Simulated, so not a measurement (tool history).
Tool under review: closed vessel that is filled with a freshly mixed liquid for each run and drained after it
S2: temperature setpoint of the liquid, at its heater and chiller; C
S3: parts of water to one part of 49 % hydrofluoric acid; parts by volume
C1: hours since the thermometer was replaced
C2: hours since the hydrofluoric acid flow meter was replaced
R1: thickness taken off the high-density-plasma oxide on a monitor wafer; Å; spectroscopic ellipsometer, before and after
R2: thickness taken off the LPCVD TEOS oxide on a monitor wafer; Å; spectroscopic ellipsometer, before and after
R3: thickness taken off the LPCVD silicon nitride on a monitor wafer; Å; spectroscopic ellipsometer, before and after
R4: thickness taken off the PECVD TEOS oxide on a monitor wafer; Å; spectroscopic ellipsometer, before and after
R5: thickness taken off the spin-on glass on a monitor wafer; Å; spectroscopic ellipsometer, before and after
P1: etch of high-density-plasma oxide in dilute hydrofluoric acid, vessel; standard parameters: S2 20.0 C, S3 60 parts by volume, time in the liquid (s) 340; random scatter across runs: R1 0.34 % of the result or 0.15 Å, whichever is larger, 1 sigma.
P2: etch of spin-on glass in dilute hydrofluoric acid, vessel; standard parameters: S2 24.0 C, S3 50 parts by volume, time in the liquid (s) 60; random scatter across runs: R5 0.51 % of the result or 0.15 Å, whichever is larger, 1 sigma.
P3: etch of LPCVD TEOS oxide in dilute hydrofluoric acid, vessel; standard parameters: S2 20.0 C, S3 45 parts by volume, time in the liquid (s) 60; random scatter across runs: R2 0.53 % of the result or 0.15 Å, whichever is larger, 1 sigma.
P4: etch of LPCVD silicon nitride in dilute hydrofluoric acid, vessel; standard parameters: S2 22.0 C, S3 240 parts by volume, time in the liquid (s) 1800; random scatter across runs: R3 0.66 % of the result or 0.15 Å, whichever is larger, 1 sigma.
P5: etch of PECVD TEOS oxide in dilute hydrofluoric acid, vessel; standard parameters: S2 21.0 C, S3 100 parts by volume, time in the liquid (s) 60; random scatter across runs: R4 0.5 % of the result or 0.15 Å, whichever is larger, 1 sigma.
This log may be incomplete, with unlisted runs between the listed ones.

Run 1, hour 5.1: process that ran P1, S2 20.0 C, S3 60 parts by volume, time in the liquid (s) 340; C1 564.0; C2 1027.5. Result: R1 363.450 Å.
Run 2, hour 11.8: process that ran P3, S2 17.0 C, S3 45 parts by volume, time in the liquid (s) 60; C1 570.7; C2 1034.2. Result: R2 253.30 Å.
Run 3, hour 15.7: process that ran P1, S2 20.0 C, S3 60 parts by volume, time in the liquid (s) 340; C1 574.6; C2 1038.1. Result: R1 360.490 Å.
Run 4, hour 19.0: process that ran P3, S2 20.0 C, S3 45 parts by volume, time in the liquid (s) 30; C1 577.9; C2 1041.4. Result: R2 144.44 Å.
Run 5, hour 22.9: process that ran P3, S2 20.0 C, S3 45 parts by volume, time in the liquid (s) 60; C1 581.8; C2 1045.3. Result: R2 291.31 Å.
Run 6, hour 27.3: process that ran P1, S2 20.0 C, S3 20 parts by volume, time in the liquid (s) 340; C1 586.2; C2 1049.7. Result: R1 1150.800 Å.
Run 7, hour 33.0: process that ran P3, S2 20.0 C, S3 45 parts by volume, time in the liquid (s) 60; C1 591.9; C2 1055.4. Result: R2 292.83 Å.
Run 8, hour 36.5: process that ran P1, S2 17.0 C, S3 60 parts by volume, time in the liquid (s) 340; C1 595.4; C2 1058.9. Result: R1 320.680 Å.
Run 9, hour 43.1: process that ran P3, S2 20.0 C, S3 25 parts by volume, time in the liquid (s) 60; C1 602.0; C2 1065.5. Result: R2 536.52 Å.
Run 10, hour 49.7: process that ran P1, S2 20.0 C, S3 60 parts by volume, time in the liquid (s) 340; C1 608.6; C2 1072.1. Result: R1 365.260 Å.
Run 11, hour 55.9: process that ran P4, S2 22.0 C, S3 240 parts by volume, time in the liquid (s) 1800; C1 614.8; C2 1078.3. Result: R3 37.203 Å.
Run 12, hour 62.5: process that ran P5, S2 21.0 C, S3 100 parts by volume, time in the liquid (s) 60; C1 621.4; C2 1084.9. Result: R4 94.879 Å.
Run 13, hour 67.2: process that ran P1, S2 20.0 C, S3 90 parts by volume, time in the liquid (s) 340; C1 626.1; C2 1089.6. Result: R1 234.400 Å.
Run 14, hour 73.3: process that ran P4, S2 28.0 C, S3 240 parts by volume, time in the liquid (s) 1800; C1 632.2; C2 1095.7. Result: R3 53.353 Å.
Run 15, hour 77.8: process that ran P5, S2 21.0 C, S3 100 parts by volume, time in the liquid (s) 30; C1 636.7; C2 1100.2. Result: R4 47.200 Å.
Run 16, hour 83.9: process that ran P1, S2 27.0 C, S3 60 parts by volume, time in the liquid (s) 340; C1 642.8; C2 1106.3. Result: R1 487.310 Å.
Run 17, hour 87.1: process that ran P4, S2 22.0 C, S3 240 parts by volume, time in the liquid (s) 3115; C1 646.0; C2 1109.5. Result: R3 65.586 Å.
Run 18, hour 91.7: process that ran P1, S2 20.0 C, S3 60 parts by volume, time in the liquid (s) 340; C1 650.6; C2 1114.1. Result: R1 361.790 Å.
Run 19, hour 95.6: process that ran P1, S2 17.0 C, S3 60 parts by volume, time in the liquid (s) 80; C1 654.5; C2 1118.0. Result: R1 75.241 Å.
Run 20, hour 99.1: process that ran P1, S2 20.0 C, S3 60 parts by volume, time in the liquid (s) 340; C1 658.0; C2 1121.5. Result: R1 363.260 Å.
Run 21, hour 103.0: process that ran P2, S2 24.0 C, S3 75 parts by volume, time in the liquid (s) 60; C1 661.9; C2 1125.4. Result: R5 377.08 Å.
Run 22, hour 108.9: process that ran P1, S2 20.0 C, S3 60 parts by volume, time in the liquid (s) 85; C1 667.8; C2 1131.3. Result: R1 91.370 Å.
Run 23, hour 115.5: process that ran P2, S2 29.5 C, S3 50 parts by volume, time in the liquid (s) 60; C1 674.4; C2 1137.9. Result: R5 735.86 Å.
At hour 118.8: hydrofluoric acid flow meter replaced.
Run 24, hour 120.9: process that ran P1, S2 20.0 C, S3 20 parts by volume, time in the liquid (s) 480; C1 679.8; C2 2.1. Result: R1 1623.800 Å.
Run 25, hour 125.7: process that ran P1, S2 25.5 C, S3 60 parts by volume, time in the liquid (s) 605; C1 684.6; C2 6.9. Result: R1 810.800 Å.
Run 26, hour 130.4: process that ran P2, S2 24.0 C, S3 50 parts by volume, time in the liquid (s) 30; C1 689.3; C2 11.6. Result: R5 295.13 Å.
Run 27, hour 135.5: process that ran P1, S2 20.0 C, S3 60 parts by volume, time in the liquid (s) 340; C1 694.4; C2 16.7. Result: R1 363.790 Å.
Run 28, hour 141.7: process that ran P1, S2 20.0 C, S3 60 parts by volume, time in the liquid (s) 565; C1 700.6; C2 22.9. Result: R1 604.770 Å.
Run 29, hour 146.9: process that ran P4, S2 22.0 C, S3 120 parts by volume, time in the liquid (s) 1800; C1 705.8; C2 28.1. Result: R3 73.901 Å.
Run 30, hour 151.6: process that ran P2, S2 24.0 C, S3 50 parts by volume, time in the liquid (s) 60; C1 710.5; C2 32.8. Result: R5 587.21 Å.
Run 31, hour 157.3: process that ran P1, S2 20.0 C, S3 60 parts by volume, time in the liquid (s) 340; C1 716.2; C2 38.5. Result: R1 362.490 Å.
Run 32, hour 161.0: process that ran P5, S2 21.0 C, S3 165 parts by volume, time in the liquid (s) 60; C1 719.9; C2 42.2. Result: R4 53.047 Å.
Run 33, hour 166.6: process that ran P5, S2 17.0 C, S3 100 parts by volume, time in the liquid (s) 60; C1 725.5; C2 47.8. Result: R4 79.442 Å.
Run 34, hour 171.3: process that ran P1, S2 20.0 C, S3 60 parts by volume, time in the liquid (s) 340; C1 730.2; C2 52.5. Result: R1 364.810 Å.
Run 35, hour 175.6: process that ran P1, S2 20.0 C, S3 60 parts by volume, time in the liquid (s) 340; C1 734.5; C2 56.8. Result: R1 352.720 Å.
Run 36, hour 181.7: process that ran P1, S2 20.0 C, S3 60 parts by volume, time in the liquid (s) 340; C1 740.6; C2 62.9. Result: R1 346.630 Å.
Run 37, hour 186.4: process that ran P1, S2 20.0 C, S3 60 parts by volume, time in the liquid (s) 340; C1 745.3; C2 67.6. Result: R1 339.140 Å.
Run 38, hour 192.4: process that ran P1, S2 20.0 C, S3 60 parts by volume, time in the liquid (s) 340; C1 751.3; C2 73.6. Result: R1 338.470 Å.
Run 39, hour 197.1: process that ran P1, S2 20.0 C, S3 60 parts by volume, time in the liquid (s) 340; C1 756.0; C2 78.3. Result: R1 336.870 Å.
Run 40, hour 201.1: process that ran P1, S2 20.0 C, S3 60 parts by volume, time in the liquid (s) 340; C1 760.0; C2 82.3. Result: R1 335.990 Å.
Run 41, hour 207.5: process that ran P1, S2 20.0 C, S3 60 parts by volume, time in the liquid (s) 340; C1 766.4; C2 88.7. Result: R1 335.460 Å.

The output of P1 has drifted from where it used to be. Each of the 2 causes below, taken at the size shown beside it, accounts for the log equally well:
A: liquid colder than its thermometer reads (K) = 1.95
B: hydrofluoric acid flow below the setpoint (%) = 7.42
The onset of the drift is placed at about hour 171.3.

4 check runs are offered, each on 2 wafers whose results are averaged, their results left as question marks. Which one tells the causes apart?
Run check 1, hour 213.9: process that ran P4, S2 22.0 C, S3 240 parts by volume, time in the liquid (s) 1800. Result: R3 ?.
Run check 2, hour 213.9: process that ran P3, S2 20.0 C, S3 45 parts by volume, time in the liquid (s) 60. Result: R2 ?.
Run check 3, hour 213.9: process that ran P2, S2 24.0 C, S3 50 parts by volume, time in the liquid (s) 60. Result: R5 ?.
Run check 4, hour 213.9: process that ran P5, S2 21.0 C, S3 100 parts by volume, time in the liquid (s) 60. Result: R4 ?.

Outcome of each check run for each possible cause:
  check  result    if A    if B
check 1      R3  33.066  34.743
check 2      R2  266.30  266.90
check 3      R5  541.39  540.53
check 4      R4  87.311  86.781
Distance between the nearest two causes, measured in the result of the check that separates them most: check 1 4.95 %; check 2 0.22 %; check 3 0.16 %; check 4 0.61 %
Check 1 tells the causes apart: in the others they would give nearly the same result.

After running check 1, the following was obtained: R3 34.886 Å. Which cause does this point to?

The cause is B: hydrofluoric acid flow below the setpoint (%).
